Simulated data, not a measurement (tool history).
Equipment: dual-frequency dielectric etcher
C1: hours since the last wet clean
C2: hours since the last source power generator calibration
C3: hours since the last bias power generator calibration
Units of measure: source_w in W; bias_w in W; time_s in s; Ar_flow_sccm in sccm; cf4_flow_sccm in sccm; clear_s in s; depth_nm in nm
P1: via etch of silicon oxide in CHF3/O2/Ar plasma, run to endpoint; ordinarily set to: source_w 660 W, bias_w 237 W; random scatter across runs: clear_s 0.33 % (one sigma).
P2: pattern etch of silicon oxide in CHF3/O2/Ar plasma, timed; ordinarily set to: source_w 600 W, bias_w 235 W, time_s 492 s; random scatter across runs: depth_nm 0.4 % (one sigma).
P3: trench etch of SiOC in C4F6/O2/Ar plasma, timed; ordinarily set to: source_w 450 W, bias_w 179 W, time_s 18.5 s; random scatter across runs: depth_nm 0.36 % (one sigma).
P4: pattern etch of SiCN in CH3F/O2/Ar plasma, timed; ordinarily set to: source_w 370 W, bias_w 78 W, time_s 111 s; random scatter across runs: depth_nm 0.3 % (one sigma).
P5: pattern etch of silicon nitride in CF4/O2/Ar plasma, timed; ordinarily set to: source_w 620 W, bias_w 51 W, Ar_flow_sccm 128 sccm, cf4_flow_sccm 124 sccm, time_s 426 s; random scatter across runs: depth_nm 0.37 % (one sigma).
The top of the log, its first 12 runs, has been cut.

run 13 day=6.804 | process=P1 source_w=450 bias_w=327 | C1=372.2 C2=1081.7 C3=3216.7 | clear_s=211
run 14 day=7.542 | process=P2 source_w=600 bias_w=155 time_s=492 | C1=389.9 C2=1099.4 C3=3234.4 | depth_nm=916.14
run 15 day=7.933 | process=P4 source_w=370 bias_w=48 time_s=111 | C1=399.3 C2=1108.8 C3=3243.8 | depth_nm=35.413
run 16 day=8.554 | process=P3 source_w=450 bias_w=179 time_s=23.5 | C1=414.2 C2=1123.7 C3=3258.7 | depth_nm=51.38
run 17 day=9.029 | process=P1 source_w=660 bias_w=237 | C1=425.6 C2=1135.1 C3=3270.1 | clear_s=204.98
run 18 day=9.458 | process=P2 source_w=470 bias_w=235 time_s=492 | C1=435.9 C2=1145.4 C3=3280.4 | depth_nm=967.64
run 19 day=9.788 | process=P5 source_w=620 bias_w=51 time_s=426 Ar_flow_sccm=173 cf4_flow_sccm=124 | C1=443.8 C2=1153.3 C3=3288.3 | depth_nm=936.39
run 20 day=10.246 | process=P4 source_w=370 bias_w=78 time_s=64 | C1=454.8 C2=1164.3 C3=3299.3 | depth_nm=24.108
run 21 day=10.9 | process=P2 source_w=600 bias_w=235 time_s=492 | C1=470.5 C2=1180 C3=3315 | depth_nm=1049.3
run 22 day=11.612 | process=P1 source_w=660 bias_w=280 | C1=487.6 C2=1197.1 C3=3332.1 | clear_s=192.79
run 23 day=12.267 | process=P5 source_w=620 bias_w=51 time_s=426 Ar_flow_sccm=128 cf4_flow_sccm=124 | C1=503.3 C2=1212.8 C3=3347.8 | depth_nm=980.26

Run 24 is up next; what results do you expect?
run 24 day=13.025 | process=P4 source_w=370 bias_w=78 time_s=111 | C1=521.5 C2=1231 C3=3366 | depth_nm=?

depth_nm: 41.729 nm
